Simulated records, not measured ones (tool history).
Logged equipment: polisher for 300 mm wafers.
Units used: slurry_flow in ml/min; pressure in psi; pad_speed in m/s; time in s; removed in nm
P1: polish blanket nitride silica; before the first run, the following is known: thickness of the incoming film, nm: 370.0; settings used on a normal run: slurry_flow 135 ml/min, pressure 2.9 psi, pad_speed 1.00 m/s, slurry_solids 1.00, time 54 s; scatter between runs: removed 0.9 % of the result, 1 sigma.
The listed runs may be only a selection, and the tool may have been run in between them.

run   hour  slurry_flow  pressure  pad_speed  slurry_solids  time  removed
  1    8.9          135       2.9       1.00           1.00    54   25.379
  2   15.9          135       4.0       1.00           1.00    54   34.754
  3   23.5          135       2.9       1.00           1.00    54   25.470
  4   30.0          135       2.9       1.00           1.00    54   25.344
  5   36.0          135       2.9       0.72           1.40    54   22.883
  6   44.5          135       2.9       1.00           1.00    30   14.136
  7   52.8          135       2.9       1.00           1.00    72   33.619
  8   60.8          135       2.9       1.00           1.00    54   25.783
  9   68.2          135       2.9       0.44           1.00    54   13.336
 10   80.0          135       2.9       1.00           1.00    54   25.550
 11   86.6          135       2.9       1.00           1.00    54   25.749
 12   97.6          135       2.9       1.00           0.75    54   21.911
 13  103.6          135       1.5       1.00           1.00    54   13.208
 14  110.9          205       2.9       1.00           1.00    54   27.073
 15  120.2          135       2.9       1.00           1.35    42   22.693
 16  126.3          135       2.9       1.00           1.40    54   28.825
 17  135.6           80       2.9       0.50           1.00    54   13.004
 18  147.7          135       2.9       1.32           1.00    54   31.982
 19  153.9           85       2.9       1.00           1.00    54   22.668
 20  163.3          135       2.9       1.00           1.00    54   25.216
 21  173.7          135       2.9       1.00           1.00    54   24.263
 22  180.3          135       2.9       1.00           1.00    54   23.729
     185.5  -- conditioning disc replaced and pad reconditioned
 23  186.1          135       2.9       1.00           1.00    54   23.354
     187.2  -- head pressure recalibrated
 24  197.2          135       2.9       1.00           1.00    54   23.276
     199.8  -- slurry blender recalibrated
 25  203.7          135       2.9       1.00           1.00    54   23.148
 26  211.4          135       2.9       1.00           1.00    54   23.098
 27  220.5          135       2.9       1.00           1.00    54   23.092
 28  225.9          135       2.9       1.00           1.00    54   22.965

What P1 gives has crept off from where it sat before. The 2 causes that follow fit the log equally well, each at the size noted:
A: slurry flow missing at the pad, % = 35
B: removal rate lost through wear of the pad, % = 9.54
Creep in the process output first set in at about hour 163.3.
Ruled out, with reasons:
head's pressure below its setpoint, %: serviced at hour 187.2, after the change had begun; the process did not return to its earlier output
abrasive missing from the slurry, %: serviced at hour 199.8, after the change had begun; the process did not return to its earlier output
time polished since the conditioner stopped cutting, s: serviced at hour 185.5, after the change had begun; the process did not return to its earlier output

Of the 4 check runs below, each run on 5 wafers with the results averaged and each result still a question mark, which one would tell the listed causes apart?
check 1  231.3          135       2.9       1.00           1.00    41        ?
check 2  231.3          135       2.9       1.00           1.40    54        ?
check 3  231.3          135       2.9       0.46           1.00    31        ?
check 4  231.3           95       2.9       0.68           1.00    54        ?

Expected result of each check under each candidate cause:
  check   result     if A     if B
check 1  removed  17.5030  17.5040
check 2  removed  26.4940  26.4950
check 3  removed   7.1105   7.1109
check 4  removed  15.0990  15.6500
Separation of the two closest causes in each check, using whichever result separates them best: check 1 0.01 %; check 2 0.01 %; check 3 0.01 %; check 4 3.59 %
Check 4 is the one run that separates the causes; every other check would come out nearly the same whichever cause is at work.

Here is what check 4 returned: removed 15.6450 nm. Which cause is it?

B is the cause: removal rate lost through wear of the pad, %.
